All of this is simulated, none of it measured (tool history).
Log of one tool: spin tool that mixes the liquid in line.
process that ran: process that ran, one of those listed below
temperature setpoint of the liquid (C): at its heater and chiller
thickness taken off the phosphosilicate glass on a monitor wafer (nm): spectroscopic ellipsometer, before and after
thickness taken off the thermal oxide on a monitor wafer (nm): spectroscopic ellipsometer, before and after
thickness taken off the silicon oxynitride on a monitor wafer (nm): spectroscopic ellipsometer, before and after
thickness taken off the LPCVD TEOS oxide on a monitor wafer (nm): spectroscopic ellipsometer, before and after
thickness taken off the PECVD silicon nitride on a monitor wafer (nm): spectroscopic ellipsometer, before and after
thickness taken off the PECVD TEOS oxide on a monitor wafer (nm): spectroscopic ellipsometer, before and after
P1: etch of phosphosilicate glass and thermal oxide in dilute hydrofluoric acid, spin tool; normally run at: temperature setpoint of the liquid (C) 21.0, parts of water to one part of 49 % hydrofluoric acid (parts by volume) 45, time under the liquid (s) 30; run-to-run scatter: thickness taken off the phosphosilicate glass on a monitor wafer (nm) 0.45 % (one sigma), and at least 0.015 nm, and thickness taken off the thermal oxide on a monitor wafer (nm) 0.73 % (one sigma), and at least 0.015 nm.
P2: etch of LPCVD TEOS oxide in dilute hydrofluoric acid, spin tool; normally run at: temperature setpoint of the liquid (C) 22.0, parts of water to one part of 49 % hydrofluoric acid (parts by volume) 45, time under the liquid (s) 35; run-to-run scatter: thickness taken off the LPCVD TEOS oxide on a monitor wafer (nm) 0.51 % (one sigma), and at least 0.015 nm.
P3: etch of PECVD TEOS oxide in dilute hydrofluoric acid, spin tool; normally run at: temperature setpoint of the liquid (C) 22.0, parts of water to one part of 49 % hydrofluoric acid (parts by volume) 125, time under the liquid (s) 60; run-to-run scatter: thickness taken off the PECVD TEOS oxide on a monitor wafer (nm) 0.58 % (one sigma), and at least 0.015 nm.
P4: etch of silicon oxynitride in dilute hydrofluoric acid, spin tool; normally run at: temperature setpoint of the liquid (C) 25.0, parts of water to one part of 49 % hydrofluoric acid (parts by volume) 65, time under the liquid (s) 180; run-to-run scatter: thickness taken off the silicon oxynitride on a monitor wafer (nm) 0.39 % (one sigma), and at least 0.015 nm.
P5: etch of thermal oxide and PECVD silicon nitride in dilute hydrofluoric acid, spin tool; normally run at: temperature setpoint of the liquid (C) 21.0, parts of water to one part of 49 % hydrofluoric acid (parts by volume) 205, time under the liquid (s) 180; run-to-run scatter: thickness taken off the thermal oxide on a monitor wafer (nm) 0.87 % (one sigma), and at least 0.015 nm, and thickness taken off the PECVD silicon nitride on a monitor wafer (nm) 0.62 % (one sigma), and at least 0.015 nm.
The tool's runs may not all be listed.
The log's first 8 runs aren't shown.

run   hour  process that ran  temperature setpoint of the liquid (C)  parts of water to one part of 49 % hydrofluoric acid (parts by volume)  time under the liquid (s)  hours since the thermometer was replaced  hours since the hydrofluoric acid flow meter was replaced  thickness taken off the phosphosilicate glass on a monitor wafer (nm)  thickness taken off the thermal oxide on a monitor wafer (nm)  thickness taken off the silicon oxynitride on a monitor wafer (nm)  thickness taken off the LPCVD TEOS oxide on a monitor wafer (nm)  thickness taken off the PECVD silicon nitride on a monitor wafer (nm)  thickness taken off the PECVD TEOS oxide on a monitor wafer (nm)
  9   66.6                P5                                    21.0                                                                     205                        180                                     306.3                                                      297.7                                                                                                                                3.0117                                                                                                                                                                                                       4.1512
 10   73.9                P2                                    22.0                                                                      45                         35                                     313.6                                                      305.0                                                                                                                                                                                                                                                                      26.834
 11   79.9                P3                                    22.0                                                                     125                         60                                     319.6                                                      311.0                                                                                                                                                                                                                                                                                                                                                                                                               7.9123
 12   86.2                P1                                    24.5                                                                      45                         30                                     325.9                                                      317.3                                                                 63.207                                                         3.6071
 13   91.3                P5                                    21.0                                                                     205                         70                                     331.0                                                      322.4                                                                                                                                1.1518                                                                                                                                                                                                       1.6363
 14   98.4                P2                                    26.5                                                                      45                         35                                     338.1                                                      329.5                                                                                                                                                                                                                                                                      32.579
 15  107.7                P1                                    21.0                                                                      45                         15                                     347.4                                                      338.8                                                                 27.394                                                         1.5072
 16  113.5                P5                                    21.0                                                                     205                        180                                     353.2                                                      344.6                                                                                                                                2.9370                                                                                                                                                                                                       4.1276
 17  121.4                P1                                    21.0                                                                      60                         30                                     361.1                                                      352.5                                                                 40.213                                                         2.2795
 18  130.5                P1                                    21.0                                                                      20                         30                                     370.2                                                      361.6                                                                127.750                                                         7.2412
     134.9  -- hydrofluoric acid flow meter replaced
 19  136.9                P1                                    21.0                                                                      45                         30                                     376.6                                                        2.1                                                                 54.199                                                         3.1394
 20  145.1                P1                                    17.0                                                                      25                         30                                     384.8                                                       10.3                                                                 84.342                                                         4.7487
 21  150.2                P1                                    21.0                                                                      45                         30                                     389.9                                                       15.4                                                                 54.095                                                         3.1180
 22  158.4                P3                                    22.0                                                                     125                         15                                     398.1                                                       23.6                                                                                                                                                                                                                                                                                                                                                                                                               2.0050
 23  165.7                P1                                    21.0                                                                      45                         30                                     405.4                                                       30.9                                                                 54.264                                                         3.1217
 24  171.5                P2                                    22.0                                                                      45                         65                                     411.2                                                       36.7                                                                                                                                                                                                                                                                      49.854
 25  176.4                P1                                    17.0                                                                      45                         30                                     416.1                                                       41.6                                                                 46.076                                                         2.6452
 26  182.8                P5                                    28.5                                                                     205                        180                                     422.5                                                       48.0                                                                                                                                3.9471                                                                                                                                                                                                       6.6102

Forecast run 27:
 27  187.9                P4                                    25.0                                                                      65                        285                                     427.6                                                       53.1                                                                                                                                                                                                         ?

thickness taken off the silicon oxynitride on a monitor wafer (nm): 10.4860

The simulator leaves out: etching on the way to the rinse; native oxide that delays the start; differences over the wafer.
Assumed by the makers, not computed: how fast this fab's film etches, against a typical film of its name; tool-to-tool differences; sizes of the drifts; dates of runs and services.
